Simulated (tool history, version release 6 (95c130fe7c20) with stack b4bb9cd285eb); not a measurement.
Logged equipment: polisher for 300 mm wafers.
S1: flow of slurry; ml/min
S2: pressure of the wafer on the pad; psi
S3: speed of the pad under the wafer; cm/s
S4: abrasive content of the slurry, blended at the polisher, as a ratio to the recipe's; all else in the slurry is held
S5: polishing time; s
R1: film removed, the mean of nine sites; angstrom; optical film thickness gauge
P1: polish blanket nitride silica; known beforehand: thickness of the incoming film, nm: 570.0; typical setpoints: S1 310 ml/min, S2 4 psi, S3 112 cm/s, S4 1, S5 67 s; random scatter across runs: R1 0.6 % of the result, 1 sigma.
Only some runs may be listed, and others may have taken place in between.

run 1 hour=10.2 | S1=310 S2=4 S3=112 S4=1 S5=67 | R1=461.61
run 2 hour=22.2 | S1=310 S2=4 S3=112 S4=0.65 S5=67 | R1=371.85
run 3 hour=28.6 | S1=195 S2=4 S3=112 S4=1 S5=67 | R1=435.69
run 4 hour=38.1 | S1=410 S2=4 S3=112 S4=1 S5=67 | R1=473.36
run 5 hour=49.4 | S1=310 S2=4 S3=112 S4=1 S5=67 | R1=460.22
run 6 hour=60.2 | S1=310 S2=4 S3=152 S4=1 S5=67 | R1=589.2
-- hour=61 slurry blender recalibrated
run 7 hour=71.5 | S1=310 S2=4 S3=112 S4=1 S5=30 | R1=206.63
run 8 hour=77.5 | S1=310 S2=4 S3=112 S4=1 S5=67 | R1=463.05
run 9 hour=85.7 | S1=310 S2=4 S3=66 S4=1 S5=67 | R1=306.06
run 10 hour=93.2 | S1=310 S2=4 S3=112 S4=1.5 S5=67 | R1=540.86
run 11 hour=102.4 | S1=310 S2=2 S3=112 S4=1 S5=67 | R1=228.94
run 12 hour=108.1 | S1=310 S2=4 S3=112 S4=1 S5=67 | R1=461.87
run 13 hour=119.9 | S1=310 S2=4 S3=112 S4=1 S5=67 | R1=465.57
run 14 hour=131.4 | S1=310 S2=4 S3=112 S4=1 S5=67 | R1=464.06
-- hour=138.5 head pressure recalibrated
run 15 hour=140.6 | S1=310 S2=5.9 S3=112 S4=0.8 S5=67 | R1=607.09
run 16 hour=151.7 | S1=310 S2=5.7 S3=112 S4=1 S5=67 | R1=654.58
run 17 hour=161.3 | S1=310 S2=4 S3=112 S4=1 S5=67 | R1=455.86
run 18 hour=173.3 | S1=310 S2=4 S3=112 S4=1 S5=105 | R1=714.5
run 19 hour=180.7 | S1=310 S2=4 S3=112 S4=1 S5=67 | R1=461.14

Run 20 comes next. What will it give?
run 20 hour=190.9 | S1=310 S2=4 S3=112 S4=1 S5=67 | R1=?

{"run 20": {"R1": 440.17}}
